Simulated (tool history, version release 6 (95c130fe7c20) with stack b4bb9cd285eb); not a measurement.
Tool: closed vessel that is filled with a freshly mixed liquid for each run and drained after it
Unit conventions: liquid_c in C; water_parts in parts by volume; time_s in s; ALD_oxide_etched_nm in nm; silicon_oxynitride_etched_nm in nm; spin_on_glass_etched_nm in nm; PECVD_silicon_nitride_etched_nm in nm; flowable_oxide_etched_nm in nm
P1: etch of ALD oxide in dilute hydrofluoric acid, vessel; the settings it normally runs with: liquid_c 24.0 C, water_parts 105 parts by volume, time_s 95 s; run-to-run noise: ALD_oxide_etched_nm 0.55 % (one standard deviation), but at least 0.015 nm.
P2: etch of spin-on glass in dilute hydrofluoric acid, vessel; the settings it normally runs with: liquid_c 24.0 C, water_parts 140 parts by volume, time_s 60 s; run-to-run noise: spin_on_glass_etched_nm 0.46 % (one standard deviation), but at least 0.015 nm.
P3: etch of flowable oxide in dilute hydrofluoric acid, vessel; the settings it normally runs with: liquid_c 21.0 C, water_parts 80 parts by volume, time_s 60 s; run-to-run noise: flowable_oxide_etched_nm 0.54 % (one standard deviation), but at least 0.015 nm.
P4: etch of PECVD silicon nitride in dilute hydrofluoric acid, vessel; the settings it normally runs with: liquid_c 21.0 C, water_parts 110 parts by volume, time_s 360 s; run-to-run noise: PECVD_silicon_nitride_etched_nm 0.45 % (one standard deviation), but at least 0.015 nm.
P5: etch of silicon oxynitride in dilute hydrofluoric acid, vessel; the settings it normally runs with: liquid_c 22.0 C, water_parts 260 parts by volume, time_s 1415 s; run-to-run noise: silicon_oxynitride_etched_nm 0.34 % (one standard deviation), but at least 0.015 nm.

run	hour	process	liquid_c	water_parts	time_s	hours since the thermometer was replaced	hours since the hydrofluoric acid flow meter was replaced	ALD_oxide_etched_nm	silicon_oxynitride_etched_nm	spin_on_glass_etched_nm	PECVD_silicon_nitride_etched_nm	flowable_oxide_etched_nm
1	13.1	P1	24.0	105	95	1629.4	1163.9	22.8050				
2	25.2	P5	26.0	260	1415	1641.5	1176.0		7.4932			
3	34.0	P2	24.0	140	60	1650.3	1184.8			16.289		
4	47.9	P1	17.0	50	95	1664.2	1198.7	38.0750				
5	57.7	P5	22.0	85	1415	1674.0	1208.5		21.9460			
6	71.3	P5	22.0	260	385	1687.6	1222.1		1.7139			
7	83.4	P4	21.0	110	80	1699.7	1234.2				1.6092	
8	96.8	P4	21.0	40	360	1713.1	1247.6				19.4860	
9	111.4	P1	24.0	105	95	1727.7	1262.2	22.5850				
10	121.6	P5	22.0	260	1415	1737.9	1272.4		6.3178			
11	131.7	P4	21.0	110	360	1748.0	1282.5				7.2164	
12	139.4	P2	29.5	140	60	1755.7	1290.2			20.014		
13	149.3	P3	21.0	30	60	1765.6	1300.1					74.481
14	162.4	P1	17.0	105	95	1778.7	1313.2	17.2090				
15	170.4	P1	24.0	60	95	1786.7	1321.2	42.5720				
16	182.4	P1	24.0	105	95	1798.7	1333.2	22.7530				
17	190.3	P3	21.0	80	60	1806.6	1341.1					26.541
18	198.9	P3	27.0	80	60	1815.2	1349.7					33.158
19	210.9	P1	24.0	105	145	1827.2	1361.7	34.6720				
20	221.5	P1	24.0	160	95	1837.8	1372.3	14.0600				
21	235.2	P1	24.0	105	30	1851.5	1386.0	7.2094				
22	247.5	P4	21.0	110	360	1863.8	1398.3				7.2353	
23	259.0	P4	25.0	110	360	1875.3	1409.8				9.3308	
24	269.5	P5	22.0	260	1415	1885.8	1420.3		6.3359			
25	282.8	P1	28.0	105	95	1899.1	1433.6	26.8590				
26	294.4	P1	24.0	105	95	1910.7	1445.2	22.8270				
27	303.8	P1	24.0	105	95	1920.1	1454.6	22.9220				
28	317.7	P2	24.0	30	60	1934.0	1468.5			87.381		

The next listed run, before its measurement:
29	327.8	P1	19.0	170	95	1944.1	1478.6	?				

ALD_oxide_etched_nm: 10.8210 nm

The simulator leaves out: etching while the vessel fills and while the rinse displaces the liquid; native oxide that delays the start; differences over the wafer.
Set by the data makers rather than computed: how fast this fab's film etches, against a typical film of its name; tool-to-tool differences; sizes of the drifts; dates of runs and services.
